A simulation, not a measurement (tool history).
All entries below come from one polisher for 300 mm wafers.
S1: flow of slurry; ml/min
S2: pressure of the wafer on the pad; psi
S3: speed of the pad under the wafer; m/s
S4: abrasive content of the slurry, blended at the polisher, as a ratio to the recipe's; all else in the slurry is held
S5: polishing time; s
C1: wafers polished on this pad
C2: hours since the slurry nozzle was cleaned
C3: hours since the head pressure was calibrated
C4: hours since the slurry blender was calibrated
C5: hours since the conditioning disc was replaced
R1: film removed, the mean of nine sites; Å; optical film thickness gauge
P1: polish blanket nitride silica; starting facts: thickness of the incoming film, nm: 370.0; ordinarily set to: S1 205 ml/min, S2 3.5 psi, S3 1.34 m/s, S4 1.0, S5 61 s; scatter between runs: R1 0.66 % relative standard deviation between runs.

| run | hour | S1 | S2 | S3 | S4 | S5 | C1 | C2 | C3 | C4 | C5 | R1 |
|---|---|---|---|---|---|---|---|---|---|---|---|---|
| 1 | 6.2 | 205 | 3.5 | 1.34 | 1.0 | 61 | 979 | 309.3 | 148.7 | 60.6 | 93.5 | 416.27 |
| 2 | 13.6 | 205 | 3.5 | 0.78 | 1.0 | 61 | 1046 | 316.7 | 156.1 | 68.0 | 100.9 | 270.14 |
| 3 | 23.0 | 205 | 1.6 | 1.34 | 1.0 | 61 | 1131 | 326.1 | 165.5 | 77.4 | 110.3 | 187.41 |
| 4 | 30.6 | 275 | 3.5 | 1.34 | 1.0 | 61 | 1200 | 333.7 | 173.1 | 85.0 | 117.9 | 426.59 |
|  | 39.9 | slurry nozzle cleaned |
| 5 | 44.0 | 205 | 3.5 | 1.34 | 1.0 | 61 | 1321 | 4.2 | 186.5 | 98.4 | 131.3 | 410.42 |
| 6 | 50.4 | 205 | 3.5 | 1.34 | 1.0 | 61 | 1379 | 10.6 | 192.9 | 104.8 | 137.7 | 412.67 |
| 7 | 61.1 | 205 | 3.5 | 1.34 | 1.0 | 92 | 1476 | 21.3 | 203.6 | 115.5 | 148.4 | 619.19 |
| 8 | 69.8 | 205 | 3.5 | 2.00 | 1.0 | 61 | 1555 | 30.0 | 212.3 | 124.2 | 157.1 | 568.55 |
| 9 | 77.5 | 205 | 4.8 | 1.34 | 1.0 | 61 | 1625 | 37.7 | 220.0 | 131.9 | 164.8 | 565.59 |
| 10 | 83.8 | 145 | 3.5 | 1.34 | 1.0 | 61 | 1682 | 44.0 | 226.3 | 138.2 | 171.1 | 391.04 |
| 11 | 97.0 | 205 | 3.5 | 1.34 | 1.0 | 61 | 1802 | 57.2 | 239.5 | 151.4 | 184.3 | 415.10 |
| 12 | 111.1 | 205 | 3.5 | 1.34 | 0.7 | 61 | 1929 | 71.3 | 253.6 | 165.5 | 198.4 | 345.30 |

What will run 13 give?
| 13 | 121.1 | 205 | 3.5 | 1.34 | 1.0 | 42 | 2020 | 81.3 | 263.6 | 175.5 | 208.4 | ? |

{"run 13": {"R1": 285.72}}
